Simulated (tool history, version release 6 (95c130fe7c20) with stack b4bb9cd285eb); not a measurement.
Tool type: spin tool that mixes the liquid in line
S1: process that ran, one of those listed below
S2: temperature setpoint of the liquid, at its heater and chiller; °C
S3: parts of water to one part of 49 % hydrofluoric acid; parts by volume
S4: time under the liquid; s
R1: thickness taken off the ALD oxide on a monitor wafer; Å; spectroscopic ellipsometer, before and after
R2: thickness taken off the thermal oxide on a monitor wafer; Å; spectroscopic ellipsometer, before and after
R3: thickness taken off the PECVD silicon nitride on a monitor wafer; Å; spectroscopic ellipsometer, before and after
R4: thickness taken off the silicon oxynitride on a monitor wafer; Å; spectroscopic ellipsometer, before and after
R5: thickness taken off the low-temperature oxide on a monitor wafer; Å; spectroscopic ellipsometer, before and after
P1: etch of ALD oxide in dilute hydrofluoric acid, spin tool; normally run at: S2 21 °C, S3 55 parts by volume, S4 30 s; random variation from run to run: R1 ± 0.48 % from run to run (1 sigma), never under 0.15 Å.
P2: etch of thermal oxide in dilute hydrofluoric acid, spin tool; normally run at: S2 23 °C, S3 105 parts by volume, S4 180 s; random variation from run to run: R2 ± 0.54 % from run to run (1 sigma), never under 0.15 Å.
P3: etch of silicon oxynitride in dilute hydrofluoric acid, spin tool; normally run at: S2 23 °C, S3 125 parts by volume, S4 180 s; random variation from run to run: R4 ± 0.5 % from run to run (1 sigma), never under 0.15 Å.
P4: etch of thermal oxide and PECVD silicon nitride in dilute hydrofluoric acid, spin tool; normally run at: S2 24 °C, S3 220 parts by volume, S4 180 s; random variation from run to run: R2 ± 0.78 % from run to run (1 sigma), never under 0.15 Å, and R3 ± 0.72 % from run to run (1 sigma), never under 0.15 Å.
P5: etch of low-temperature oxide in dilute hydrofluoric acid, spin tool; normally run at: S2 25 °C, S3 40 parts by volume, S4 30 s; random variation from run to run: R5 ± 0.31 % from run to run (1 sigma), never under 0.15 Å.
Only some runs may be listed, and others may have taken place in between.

Run 1, hour 8.2: S1 P1, S2 21 °C, S3 55 parts by volume, S4 30 s. Result: R1 120.63 Å.
Run 2, hour 17.6: S1 P1, S2 21 °C, S3 55 parts by volume, S4 30 s. Result: R1 121.36 Å.
Run 3, hour 25: S1 P1, S2 21 °C, S3 55 parts by volume, S4 60 s. Result: R1 242.93 Å.
Run 4, hour 35.1: S1 P1, S2 21 °C, S3 30 parts by volume, S4 30 s. Result: R1 230.58 Å.
Run 5, hour 41.7: S1 P1, S2 21 °C, S3 55 parts by volume, S4 30 s. Result: R1 120.13 Å.
Run 6, hour 56: S1 P4, S2 24 °C, S3 220 parts by volume, S4 325 s. Result: R2 59.605 Å, R3 58.892 Å.
Run 7, hour 68.9: S1 P3, S2 28 °C, S3 125 parts by volume, S4 180 s. Result: R4 82.401 Å.
At hour 75.4: thermometer replaced.
Run 8, hour 82.6: S1 P4, S2 24 °C, S3 45 parts by volume, S4 180 s. Result: R2 203.73 Å, R3 156.35 Å.
Run 9, hour 91.5: S1 P3, S2 23 °C, S3 125 parts by volume, S4 180 s. Result: R4 65.002 Å.
Run 10, hour 99.8: S1 P2, S2 23 °C, S3 105 parts by volume, S4 180 s. Result: R2 81.397 Å.
Run 11, hour 107.6: S1 P1, S2 21 °C, S3 55 parts by volume, S4 15 s. Result: R1 59.871 Å.
Run 12, hour 117.7: S1 P2, S2 18 °C, S3 105 parts by volume, S4 180 s. Result: R2 66.848 Å.
Run 13, hour 124.2: S1 P3, S2 23 °C, S3 125 parts by volume, S4 65 s. Result: R4 23.368 Å.
Run 14, hour 139.1: S1 P1, S2 17 °C, S3 55 parts by volume, S4 30 s. Result: R1 101.98 Å.
Run 15, hour 146.5: S1 P5, S2 25 °C, S3 40 parts by volume, S4 50 s. Result: R5 309.41 Å.
Run 16, hour 154.3: S1 P1, S2 25 °C, S3 55 parts by volume, S4 30 s. Result: R1 144.01 Å.
Run 17, hour 166.4: S1 P1, S2 21 °C, S3 55 parts by volume, S4 30 s. Result: R1 120.8 Å.
Run 18, hour 177: S1 P3, S2 23 °C, S3 205 parts by volume, S4 180 s. Result: R4 37.762 Å.
Run 19, hour 188.7: S1 P3, S2 23 °C, S3 125 parts by volume, S4 180 s. Result: R4 65.31 Å.
Run 20, hour 197.4: S1 P5, S2 25 °C, S3 40 parts by volume, S4 30 s. Result: R5 185.37 Å.
Run 21, hour 208.9: S1 P1, S2 21 °C, S3 55 parts by volume, S4 30 s. Result: R1 121.4 Å.
Run 22, hour 219.1: S1 P4, S2 24 °C, S3 220 parts by volume, S4 180 s. Result: R2 33.379 Å, R3 32.713 Å.
Run 23, hour 233.9: S1 P2, S2 23 °C, S3 60 parts by volume, S4 180 s. Result: R2 152.49 Å.
Run 24, hour 243.7: S1 P5, S2 29.5 °C, S3 40 parts by volume, S4 30 s. Result: R5 222.37 Å.
Run 25, hour 256.2: S1 P5, S2 25 °C, S3 20 parts by volume, S4 30 s. Result: R5 380.75 Å.
Run 26, hour 268.1: S1 P4, S2 19 °C, S3 220 parts by volume, S4 180 s. Result: R2 27.378 Å, R3 24.091 Å.
Run 27, hour 275.5: S1 P1, S2 21 °C, S3 80 parts by volume, S4 30 s. Result: R1 81.167 Å.
Run 28, hour 289.2: S1 P1, S2 24.5 °C, S3 55 parts by volume, S4 60 s. Result: R1 280.28 Å.
Run 29, hour 302.9: S1 P2, S2 23 °C, S3 105 parts by volume, S4 25 s. Result: R2 11.6 Å.
Run 30, hour 311.7: S1 P1, S2 21 °C, S3 55 parts by volume, S4 30 s. Result: R1 121.59 Å.
Run 31, hour 319.3: S1 P1, S2 21 °C, S3 55 parts by volume, S4 30 s. Result: R1 121.3 Å.
Run 32, hour 331: S1 P1, S2 21 °C, S3 55 parts by volume, S4 30 s. Result: R1 127.76 Å.
Run 33, hour 344.3: S1 P1, S2 21 °C, S3 55 parts by volume, S4 30 s. Result: R1 128.44 Å.
Run 34, hour 357.7: S1 P1, S2 21 °C, S3 55 parts by volume, S4 30 s. Result: R1 130.81 Å.
Run 35, hour 366.9: S1 P1, S2 21 °C, S3 55 parts by volume, S4 30 s. Result: R1 130.37 Å.
Run 36, hour 375.5: S1 P1, S2 21 °C, S3 55 parts by volume, S4 30 s. Result: R1 131.97 Å.
Run 37, hour 387.9: S1 P1, S2 21 °C, S3 55 parts by volume, S4 30 s. Result: R1 132.28 Å.

What P1 gives has crept off from where it sat before. The 2 causes that follow fit the log equally well, each at the size noted:
A: hydrofluoric acid flow above the setpoint (%) = 8.19
B: liquid hotter than its thermometer reads (K) = 2.02
The onset of the drift is placed at about hour 319.3.

The 4 check runs listed below each average the results of 2 wafers, and their outcomes are marked with question marks. Under which run would the listed causes produce clearly different results?
Run check 1, hour 400.3: S1 P4, S2 24 °C, S3 220 parts by volume, S4 180 s. Result: R2 ?, R3 ?.
Run check 2, hour 400.3: S1 P5, S2 25 °C, S3 40 parts by volume, S4 30 s. Result: R5 ?.
Run check 3, hour 400.3: S1 P2, S2 23 °C, S3 105 parts by volume, S4 180 s. Result: R2 ?.
Run check 4, hour 400.3: S1 P3, S2 23 °C, S3 125 parts by volume, S4 180 s. Result: R4 ?.

What each check would give under each cause:
  check  result    if A    if B
check 1      R2  36.886  36.028
check 1      R3  35.274  36.996
check 2      R5  201.38  201.29
check 3      R2  89.645  88.884
check 4      R4  70.998  71.557
Per check, the gap between the least separated pair of causes, taken in the result that splits them most: check 1 4.77 %; check 2 0.04 %; check 3 0.85 %; check 4 0.78 %
Check 1 is the one run that separates the causes; every other check would come out nearly the same whichever cause is at work.

The results of check 1 are: R2 37.079 Å; R3 34.848 Å. Based on these, which of the listed causes is it?

The correct cause is A, namely: hydrofluoric acid flow above the setpoint (%).
